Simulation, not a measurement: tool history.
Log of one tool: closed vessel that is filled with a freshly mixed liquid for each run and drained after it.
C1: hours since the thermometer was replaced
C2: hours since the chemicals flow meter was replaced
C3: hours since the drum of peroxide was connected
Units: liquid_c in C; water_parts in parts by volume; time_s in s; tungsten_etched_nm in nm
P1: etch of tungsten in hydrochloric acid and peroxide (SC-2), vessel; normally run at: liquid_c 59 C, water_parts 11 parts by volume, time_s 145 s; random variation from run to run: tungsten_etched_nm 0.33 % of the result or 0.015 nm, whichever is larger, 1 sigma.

{"run": 1, "hour": 3.2, "liquid_c": 59, "water_parts": 11, "time_s": 145, "C1": 635.2, "C2": 101.6, "C3": 256.8, "tungsten_etched_nm": 38.317}
{"run": 2, "hour": 7.1, "liquid_c": 59, "water_parts": 4, "time_s": 145, "C1": 639.1, "C2": 105.5, "C3": 260.7, "tungsten_etched_nm": 83.288}
{"run": 3, "hour": 11.3, "liquid_c": 59, "water_parts": 11, "time_s": 145, "C1": 643.3, "C2": 109.7, "C3": 264.9, "tungsten_etched_nm": 38.363}
{"run": 4, "hour": 15.3, "liquid_c": 59, "water_parts": 11, "time_s": 145, "C1": 647.3, "C2": 113.7, "C3": 268.9, "tungsten_etched_nm": 38.725}
{"run": 5, "hour": 20.0, "liquid_c": 48, "water_parts": 11, "time_s": 145, "C1": 652, "C2": 118.4, "C3": 273.6, "tungsten_etched_nm": 18.765}
{"hour": 23.9, "done": "thermometer replaced"}
{"run": 6, "hour": 24.9, "liquid_c": 59, "water_parts": 11, "time_s": 145, "C1": 1.1, "C2": 123.3, "C3": 278.5, "tungsten_etched_nm": 38.327}
{"run": 7, "hour": 28.9, "liquid_c": 72, "water_parts": 11, "time_s": 145, "C1": 5.1, "C2": 127.3, "C3": 282.5, "tungsten_etched_nm": 84.915}
{"run": 8, "hour": 33.1, "liquid_c": 45, "water_parts": 17.5, "time_s": 145, "C1": 9.3, "C2": 131.5, "C3": 286.7, "tungsten_etched_nm": 10.218}
{"run": 9, "hour": 38.0, "liquid_c": 59, "water_parts": 11, "time_s": 45, "C1": 14.2, "C2": 136.4, "C3": 291.6, "tungsten_etched_nm": 12.013}
{"run": 10, "hour": 43.1, "liquid_c": 59, "water_parts": 11, "time_s": 145, "C1": 19.3, "C2": 141.5, "C3": 296.7, "tungsten_etched_nm": 38.488}
{"run": 11, "hour": 47.9, "liquid_c": 59, "water_parts": 18.5, "time_s": 145, "C1": 24.1, "C2": 146.3, "C3": 301.5, "tungsten_etched_nm": 24.34}
{"run": 12, "hour": 50.9, "liquid_c": 59, "water_parts": 11, "time_s": 145, "C1": 27.1, "C2": 149.3, "C3": 304.5, "tungsten_etched_nm": 38.423}
{"run": 13, "hour": 54.2, "liquid_c": 67, "water_parts": 11, "time_s": 75, "C1": 30.4, "C2": 152.6, "C3": 307.8, "tungsten_etched_nm": 32.807}
{"run": 14, "hour": 58.2, "liquid_c": 59, "water_parts": 11, "time_s": 220, "C1": 34.4, "C2": 156.6, "C3": 311.8, "tungsten_etched_nm": 58.467}
{"run": 15, "hour": 64.0, "liquid_c": 49.5, "water_parts": 11, "time_s": 30, "C1": 40.2, "C2": 162.4, "C3": 317.6, "tungsten_etched_nm": 4.3089}

Run 16 comes next. What will it give?
{"run": 16, "hour": 68.1, "liquid_c": 59, "water_parts": 11, "time_s": 145, "C1": 44.3, "C2": 166.5, "C3": 321.7, "tungsten_etched_nm": "?"}

{"run 16": {"tungsten_etched_nm": 38.498}}

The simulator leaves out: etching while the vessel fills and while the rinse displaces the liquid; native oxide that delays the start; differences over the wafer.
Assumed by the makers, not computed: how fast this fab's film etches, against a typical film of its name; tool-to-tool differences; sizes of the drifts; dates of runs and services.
